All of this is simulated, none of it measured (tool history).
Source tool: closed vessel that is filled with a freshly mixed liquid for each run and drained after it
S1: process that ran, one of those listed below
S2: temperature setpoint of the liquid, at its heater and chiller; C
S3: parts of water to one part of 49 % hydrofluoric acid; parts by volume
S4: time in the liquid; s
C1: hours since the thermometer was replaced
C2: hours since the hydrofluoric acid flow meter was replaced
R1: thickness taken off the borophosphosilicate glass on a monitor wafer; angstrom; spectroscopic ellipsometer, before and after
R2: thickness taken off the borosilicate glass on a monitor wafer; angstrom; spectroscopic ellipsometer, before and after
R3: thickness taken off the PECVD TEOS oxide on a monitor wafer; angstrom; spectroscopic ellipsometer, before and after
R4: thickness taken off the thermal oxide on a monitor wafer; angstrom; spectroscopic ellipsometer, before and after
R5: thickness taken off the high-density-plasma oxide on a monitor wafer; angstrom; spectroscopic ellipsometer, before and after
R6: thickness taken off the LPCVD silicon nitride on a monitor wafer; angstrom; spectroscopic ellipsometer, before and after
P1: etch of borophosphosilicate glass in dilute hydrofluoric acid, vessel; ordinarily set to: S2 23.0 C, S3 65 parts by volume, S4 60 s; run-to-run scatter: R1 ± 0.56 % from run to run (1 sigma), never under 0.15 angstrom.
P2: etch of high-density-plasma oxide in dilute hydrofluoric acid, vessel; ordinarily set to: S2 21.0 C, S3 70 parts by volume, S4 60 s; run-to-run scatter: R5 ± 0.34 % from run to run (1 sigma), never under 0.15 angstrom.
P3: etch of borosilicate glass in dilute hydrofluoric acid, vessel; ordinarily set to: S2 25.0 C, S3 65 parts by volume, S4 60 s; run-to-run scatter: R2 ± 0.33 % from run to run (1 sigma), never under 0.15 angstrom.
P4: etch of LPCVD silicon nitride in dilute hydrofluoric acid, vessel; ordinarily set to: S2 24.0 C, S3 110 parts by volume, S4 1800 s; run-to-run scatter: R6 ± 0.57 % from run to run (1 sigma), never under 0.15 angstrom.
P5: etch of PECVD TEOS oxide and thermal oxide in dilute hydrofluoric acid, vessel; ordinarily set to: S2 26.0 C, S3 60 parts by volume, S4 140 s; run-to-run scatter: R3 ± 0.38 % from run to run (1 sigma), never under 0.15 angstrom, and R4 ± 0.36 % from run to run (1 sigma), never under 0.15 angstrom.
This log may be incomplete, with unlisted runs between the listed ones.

run   hour  S1    S2   S3    S4      C1     C2       R1       R2      R3       R4       R5       R6
  1    3.1  P1  23.0   65    60  1317.3  601.1   351.28
  2    5.0  P3  25.0   65    60  1319.2  603.0            447.52
  3    7.6  P1  23.0   65    30  1321.8  605.6   175.92
  4   11.7  P3  21.5   65    60  1325.9  609.7            385.86
  5   14.8  P1  23.0   65    60  1329.0  612.8   344.75
  6   17.3  P1  23.0   65   105  1331.5  615.3   607.38
  7   21.0  P5  26.0   60   140  1335.2  619.0                    296.04  132.670
  8   23.6  P2  27.0   70    60  1337.8  621.6                                      78.668
  9   27.6  P1  23.0   65    60  1341.8  625.6   351.10
 10   31.0  P2  21.0   70    30  1345.2  629.0                                      30.543
 11   34.9  P1  23.0   95    35  1349.1  632.9   135.70
 12   37.3  P5  26.0   60    65  1351.5  635.3                    138.03   61.739
 13   39.6  P1  23.0   20    60  1353.8  637.6  1208.30
 14   41.6  P5  26.0   30   140  1355.8  639.6                    621.83  276.760
 15   43.5  P5  33.0   60   140  1357.7  641.5                    389.60  175.150
 16   46.8  P4  24.0   40  1800  1361.0  644.8                                              209.800
 17   49.2  P1  17.5   65    60  1363.4  647.2   277.10
 18   51.3  P1  30.0   65    60  1365.5  649.3   457.93
 19   54.7  P1  23.0   90    30  1368.9  652.7   121.54
 20   58.1  P4  24.0  110  1800  1372.3  656.1                                               77.402
 21   62.2  P3  25.0   25    60  1376.4  660.2           1219.60
 22   64.3  P1  23.0   90    60  1378.5  662.3   244.87
 23   67.7  P2  21.0   70    60  1381.9  665.7                                      61.577
 24   70.9  P2  21.0   20    60  1385.1  668.9                                     230.530
 25   73.4  P3  25.0   65   100  1387.6  671.4            743.57
 26   76.5  P4  20.0  110  1800  1390.7  674.5                                               59.008
 27   80.0  P4  24.0  110   595  1394.2  678.0                                               25.743
 28   82.5  P1  23.0   65    60  1396.7  680.5   348.15
 29   86.5  P1  30.5  105    60  1400.7  684.5   276.42
 30   90.2  P1  23.0   65    60  1404.4  688.2   348.34
 31   94.2  P1  23.0   65    60  1408.4  692.2   332.38
 32   98.2  P1  23.0   65    60  1412.4  696.2   328.64
 33  102.4  P1  23.0   65    60  1416.6  700.4   327.65
 34  105.9  P1  23.0   65    60  1420.1  703.9   322.44
 35  109.0  P1  23.0   65    60  1423.2  707.0   321.29
 36  113.0  P1  23.0   65    60  1427.2  711.0   323.48
 37  117.0  P1  23.0   65    60  1431.2  715.0   320.05
 38  119.0  P1  23.0   65    60  1433.2  717.0   321.16

The log shows P1 creeping away from where it was. Any of the 2 causes listed here, at the size stated for it, fits the log just as well as the others:
A: hydrofluoric acid flow below the setpoint (%) = 7.72
B: liquid colder than its thermometer reads (K) = 2.11
Creep in the process output first set in at about hour 90.2.

Question marks stand in for the results of the 4 check runs listed below, each run on one wafer. Under which run would the listed causes show clearly different results?
check 1  121.0  P5  26.0   60   140                   ?   ?
check 2  121.0  P3  25.0   65    60               ?
check 3  121.0  P4  24.0  110  1800                               ?
check 4  121.0  P2  21.0   70    60                           ?

What each check would give under each cause:
  check  result     if A     if B
check 1      R3   271.87   272.34
check 1      R4  121.980  122.190
check 2      R2   409.25   409.96
check 3      R6   71.701   67.505
check 4      R5   56.532   56.472
Minimum pairwise separation of causes per check, each pair taken at its best-separating result: check 1 0.17 %; check 2 0.17 %; check 3 6.03 %; check 4 0.11 %
Of the check runs offered, only check 3 discriminates between the causes; the rest would read about the same regardless of which cause applies.

With check 3 done, the readings were: R6 67.753 angstrom. Identify which of the listed causes applies.

B is the cause: liquid colder than its thermometer reads (K).
